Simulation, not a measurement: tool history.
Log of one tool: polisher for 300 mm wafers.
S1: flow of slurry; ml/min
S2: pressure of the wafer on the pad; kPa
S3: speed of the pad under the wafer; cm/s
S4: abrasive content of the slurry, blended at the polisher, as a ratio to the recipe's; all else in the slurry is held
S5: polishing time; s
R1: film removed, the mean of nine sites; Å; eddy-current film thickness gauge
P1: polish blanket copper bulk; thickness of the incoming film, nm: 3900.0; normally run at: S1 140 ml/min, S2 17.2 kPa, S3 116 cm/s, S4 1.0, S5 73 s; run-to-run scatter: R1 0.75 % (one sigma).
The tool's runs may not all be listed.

run	day	S1	S2	S3	S4	S5	R1
1	0.271	140	17.2	116	1.0	73	7776.9
2	0.504	140	17.2	116	1.0	73	7756.2
3	1.008	140	17.2	116	1.0	73	7728.1
# day 1.433: head pressure recalibrated
4	1.471	140	10.3	86	1.0	73	3476.5
5	1.921	140	7.6	116	1.0	73	3396.9
6	2.396	140	17.2	178	1.0	73	11914.0
7	2.675	85	17.2	180	1.0	73	10709.0
8	3.204	140	17.2	116	1.0	114	12075.0
9	3.496	140	17.2	116	1.0	73	7793.8
10	3.946	85	17.2	116	1.0	73	6871.2
11	4.417	140	17.2	116	1.0	73	7706.5
12	4.717	140	17.2	56	1.0	73	3747.2
13	5.112	140	27.6	116	1.0	73	12430.0
14	5.492	200	17.2	116	1.0	73	8243.6
15	5.779	140	17.2	116	1.0	33	3500.6
16	6.088	140	17.2	116	0.6	73	7047.3
17	6.388	140	17.2	116	1.4	73	8304.8
18	6.725	140	17.2	176	1.2	73	12261.0
19	7.071	140	17.2	116	1.0	73	7718.7
20	7.433	140	17.2	116	1.0	73	7560.6
21	7.696	140	17.2	116	1.0	73	7364.1
22	8.179	140	17.2	116	1.0	73	7243.0
23	8.629	140	17.2	116	1.0	73	7055.0
# day 8.988: worn pad replaced by a new one
24	9.008	140	17.2	116	1.0	73	7048.5
# day 9.479: slurry blender recalibrated
25	9.542	140	17.2	116	1.0	73	7006.5
26	9.838	140	17.2	116	1.0	73	7036.5
27	10.338	140	17.2	116	1.0	73	7039.0
28	10.792	140	17.2	116	1.0	73	7044.2
29	11.171	140	17.2	116	1.0	73	7043.8

Forecast run 30:
30	11.442	140	17.2	116	1.0	73	?

Run 30 gave R1 6941.4 Å.

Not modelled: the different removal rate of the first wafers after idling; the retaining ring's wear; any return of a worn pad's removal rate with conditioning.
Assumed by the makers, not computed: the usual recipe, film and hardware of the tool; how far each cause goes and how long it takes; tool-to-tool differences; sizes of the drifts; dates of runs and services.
